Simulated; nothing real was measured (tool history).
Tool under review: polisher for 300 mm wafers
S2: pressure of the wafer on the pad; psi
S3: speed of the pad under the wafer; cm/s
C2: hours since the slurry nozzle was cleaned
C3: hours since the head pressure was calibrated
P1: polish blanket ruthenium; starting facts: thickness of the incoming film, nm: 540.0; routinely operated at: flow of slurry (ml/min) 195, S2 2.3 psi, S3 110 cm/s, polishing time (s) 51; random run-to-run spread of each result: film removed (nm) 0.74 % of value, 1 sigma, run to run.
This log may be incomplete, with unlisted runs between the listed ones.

Run 1, hour 3.7: flow of slurry (ml/min) 195, S2 2.3 psi, S3 110 cm/s, polishing time (s) 51; wafers polished on this pad 219; C2 185.5; C3 473.5. Result: film removed (nm) 63.39.
Run 2, hour 7.4: flow of slurry (ml/min) 195, S2 2.3 psi, S3 110 cm/s, polishing time (s) 23; wafers polished on this pad 254; C2 189.2; C3 477.2. Result: film removed (nm) 28.385.
Run 3, hour 12.4: flow of slurry (ml/min) 195, S2 2.3 psi, S3 110 cm/s, polishing time (s) 51; wafers polished on this pad 303; C2 194.2; C3 482.2. Result: film removed (nm) 62.963.
Run 4, hour 17.1: flow of slurry (ml/min) 195, S2 2.3 psi, S3 170 cm/s, polishing time (s) 51; wafers polished on this pad 349; C2 198.9; C3 486.9. Result: film removed (nm) 97.908.
Run 5, hour 22.5: flow of slurry (ml/min) 195, S2 2.3 psi, S3 110 cm/s, polishing time (s) 70; wafers polished on this pad 401; C2 204.3; C3 492.3. Result: film removed (nm) 87.945.
Run 6, hour 27.6: flow of slurry (ml/min) 195, S2 2.3 psi, S3 110 cm/s, polishing time (s) 51; wafers polished on this pad 451; C2 209.4; C3 497.4. Result: film removed (nm) 64.285.
Run 7, hour 32.9: flow of slurry (ml/min) 305, S2 2.3 psi, S3 110 cm/s, polishing time (s) 51; wafers polished on this pad 502; C2 214.7; C3 502.7. Result: film removed (nm) 66.537.
Run 8, hour 36.4: flow of slurry (ml/min) 140, S2 2.3 psi, S3 110 cm/s, polishing time (s) 51; wafers polished on this pad 536; C2 218.2; C3 506.2. Result: film removed (nm) 60.615.
Run 9, hour 41.5: flow of slurry (ml/min) 195, S2 1.3 psi, S3 110 cm/s, polishing time (s) 51; wafers polished on this pad 586; C2 223.3; C3 511.3. Result: film removed (nm) 35.975.
Run 10, hour 46.3: flow of slurry (ml/min) 195, S2 2.3 psi, S3 52 cm/s, polishing time (s) 51; wafers polished on this pad 632; C2 228.1; C3 516.1. Result: film removed (nm) 29.974.
Run 11, hour 50.4: flow of slurry (ml/min) 195, S2 2.3 psi, S3 110 cm/s, polishing time (s) 51; wafers polished on this pad 672; C2 232.2; C3 520.2. Result: film removed (nm) 63.225.
At hour 52.8: slurry nozzle cleaned.
Run 12, hour 55.7: flow of slurry (ml/min) 195, S2 1.6 psi, S3 142 cm/s, polishing time (s) 51; wafers polished on this pad 724; C2 2.9; C3 525.5. Result: film removed (nm) 56.815.
Run 13, hour 60.8: flow of slurry (ml/min) 195, S2 2.3 psi, S3 110 cm/s, polishing time (s) 51; wafers polished on this pad 773; C2 8; C3 530.6. Result: film removed (nm) 63.8.
Run 14, hour 66.6: flow of slurry (ml/min) 195, S2 2.3 psi, S3 110 cm/s, polishing time (s) 51; wafers polished on this pad 829; C2 13.8; C3 536.4. Result: film removed (nm) 63.288.
Run 15, hour 71.5: flow of slurry (ml/min) 195, S2 3.3 psi, S3 110 cm/s, polishing time (s) 51; wafers polished on this pad 877; C2 18.7; C3 541.3. Result: film removed (nm) 91.627.
Run 16, hour 76.2: flow of slurry (ml/min) 195, S2 2.3 psi, S3 110 cm/s, polishing time (s) 51; wafers polished on this pad 923; C2 23.4; C3 546. Result: film removed (nm) 64.332.
Run 17, hour 81.3: flow of slurry (ml/min) 195, S2 2.3 psi, S3 110 cm/s, polishing time (s) 51; wafers polished on this pad 972; C2 28.5; C3 551.1. Result: film removed (nm) 62.646.
Run 18, hour 85.5: flow of slurry (ml/min) 195, S2 2.3 psi, S3 110 cm/s, polishing time (s) 51; wafers polished on this pad 1013; C2 32.7; C3 555.3. Result: film removed (nm) 60.958.
Run 19, hour 89.7: flow of slurry (ml/min) 195, S2 2.3 psi, S3 110 cm/s, polishing time (s) 51; wafers polished on this pad 1054; C2 36.9; C3 559.5. Result: film removed (nm) 60.734.
Run 20, hour 94.5: flow of slurry (ml/min) 195, S2 2.3 psi, S3 110 cm/s, polishing time (s) 51; wafers polished on this pad 1100; C2 41.7; C3 564.3. Result: film removed (nm) 59.823.
Run 21, hour 97.2: flow of slurry (ml/min) 195, S2 2.3 psi, S3 110 cm/s, polishing time (s) 51; wafers polished on this pad 1127; C2 44.4; C3 567. Result: film removed (nm) 58.954.
At hour 98.6: worn pad replaced by a new one.
Run 22, hour 103.4: flow of slurry (ml/min) 195, S2 2.3 psi, S3 110 cm/s, polishing time (s) 51; wafers polished on this pad 47; C2 50.6; C3 573.2. Result: film removed (nm) 59.443.
Run 23, hour 106.7: flow of slurry (ml/min) 195, S2 2.3 psi, S3 110 cm/s, polishing time (s) 51; wafers polished on this pad 79; C2 53.9; C3 576.5. Result: film removed (nm) 59.252.
Run 24, hour 110.8: flow of slurry (ml/min) 195, S2 2.3 psi, S3 110 cm/s, polishing time (s) 51; wafers polished on this pad 119; C2 58; C3 580.6. Result: film removed (nm) 58.877.
Run 25, hour 114.8: flow of slurry (ml/min) 195, S2 2.3 psi, S3 110 cm/s, polishing time (s) 51; wafers polished on this pad 158; C2 62; C3 584.6. Result: film removed (nm) 59.143.

What P1 gives has crept off from where it sat before. The 2 causes that follow fit the log equally well, each at the size noted:
A: slurry flow missing at the pad, % = 35.8
B: head's pressure below its setpoint, % = 7.14
The drift started at roughly hour 76.2.
What rules out each remaining cause:
removal rate lost through wear of the pad, %: work on it at hour 98.6, done after the drift set in, did not restore what the process gave before

The 4 check runs listed below each average the results of 5 wafers, and their outcomes are marked with question marks. Under which run would the listed causes produce clearly different results?
Run check 1, hour 118.8: flow of slurry (ml/min) 305, S2 2.3 psi, S3 110 cm/s, polishing time (s) 67. Result: film removed (nm) ?.
Run check 2, hour 118.8: flow of slurry (ml/min) 195, S2 1.5 psi, S3 170 cm/s, polishing time (s) 51. Result: film removed (nm) ?.
Run check 3, hour 118.8: flow of slurry (ml/min) 195, S2 3.2 psi, S3 110 cm/s, polishing time (s) 24. Result: film removed (nm) ?.
Run check 4, hour 118.8: flow of slurry (ml/min) 195, S2 1.5 psi, S3 60 cm/s, polishing time (s) 51. Result: film removed (nm) ?.

What each check would give under each cause:
  check             result    if A    if B
check 1  film removed (nm)  83.565  81.465
check 2  film removed (nm)  59.505  59.501
check 3  film removed (nm)  38.654  38.652
check 4  film removed (nm)  21.002  21.001
Smallest distance between any two causes, each pair judged by its most separating result, in per cent: check 1 2.55 %; check 2 0.01 %; check 3 0.01 %; check 4 0.01 %
Check 1 is the one run that separates the causes; every other check would come out nearly the same whichever cause is at work.

With check 1 done, the readings were: film removed (nm) 84.171. Identify which of the listed causes applies.

The correct cause is A, namely: slurry flow missing at the pad, %.

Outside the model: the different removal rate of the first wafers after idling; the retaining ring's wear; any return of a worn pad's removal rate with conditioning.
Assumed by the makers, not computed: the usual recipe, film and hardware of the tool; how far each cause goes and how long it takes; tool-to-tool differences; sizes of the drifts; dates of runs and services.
